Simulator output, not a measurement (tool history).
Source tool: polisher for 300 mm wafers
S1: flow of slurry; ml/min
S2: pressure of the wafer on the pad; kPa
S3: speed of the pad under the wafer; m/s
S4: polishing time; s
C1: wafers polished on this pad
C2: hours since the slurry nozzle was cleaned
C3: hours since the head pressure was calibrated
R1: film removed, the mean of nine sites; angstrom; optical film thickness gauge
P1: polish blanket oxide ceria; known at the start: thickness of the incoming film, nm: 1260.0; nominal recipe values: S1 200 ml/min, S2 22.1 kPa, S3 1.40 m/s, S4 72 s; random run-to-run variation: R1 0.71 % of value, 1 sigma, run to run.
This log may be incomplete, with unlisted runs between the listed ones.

run   hour   S1    S2    S3   S4    C1     C2     C3      R1
  1    6.8  200  22.1  1.40   72   636  171.0   80.6  3767.7
  2   12.4  200  22.1  1.40   72   673  176.6   86.2  3804.0
  3   23.9  200   9.7  1.40   72   748  188.1   97.7  1679.7
  4   33.4  200  22.1  0.64   72   811  197.6  107.2  1716.3
  5   41.1  310  22.1  1.40   72   861  205.3  114.9  3947.1
  6   52.9  200  22.1  1.40   72   939  217.1  126.7  3811.6
  7   60.4  200  22.1  1.40   72   988  224.6  134.2  3855.4
  8   68.4  120  22.1  1.40   72  1041  232.6  142.2  3507.7
  9   77.5  200  22.1  1.40   33  1101  241.7  151.3  1748.3
 10   88.3  200  22.1  1.40   72  1172  252.5  162.1  3878.6
 11   97.3  200  22.1  1.40  113  1231  261.5  171.1  6002.7
 12  102.5  200  22.1  0.88  112  1265  266.7  176.3  3751.9
 13  114.3  200  34.5  1.40   72  1342  278.5  188.1  5970.4
     115.7  -- worn pad replaced by a new one
 14  119.5  200  22.1  1.40   72    25  283.7  193.3  3823.9
 15  126.4  125  22.1  0.92   72    70  290.6  200.2  2306.7
 16  136.0  200  22.1  2.10   72   133  300.2  209.8  5714.0
 17  143.4  200  22.1  1.40   72   182  307.6  217.2  3781.5
 18  154.3  200  22.1  1.40   72   253  318.5  228.1  3653.6
 19  166.3  200  22.1  1.40   72   332  330.5  240.1  3628.6
 20  177.9  200  22.1  1.40   72   408  342.1  251.7  3480.4
     182.4  -- worn pad replaced by a new one
 21  189.2  200  22.1  1.40   72    44  353.4  263.0  3487.5
 22  195.2  200  22.1  1.40   72    84  359.4  269.0  3521.4
 23  206.8  200  22.1  1.40   72   160  371.0  280.6  3458.3
 24  217.2  200  22.1  1.40   72   228  381.4  291.0  3522.8

Expected results for the next run?
 25  225.5  200  22.1  1.40  72  283  389.7  299.3   ?

R1: 3509.5 angstrom
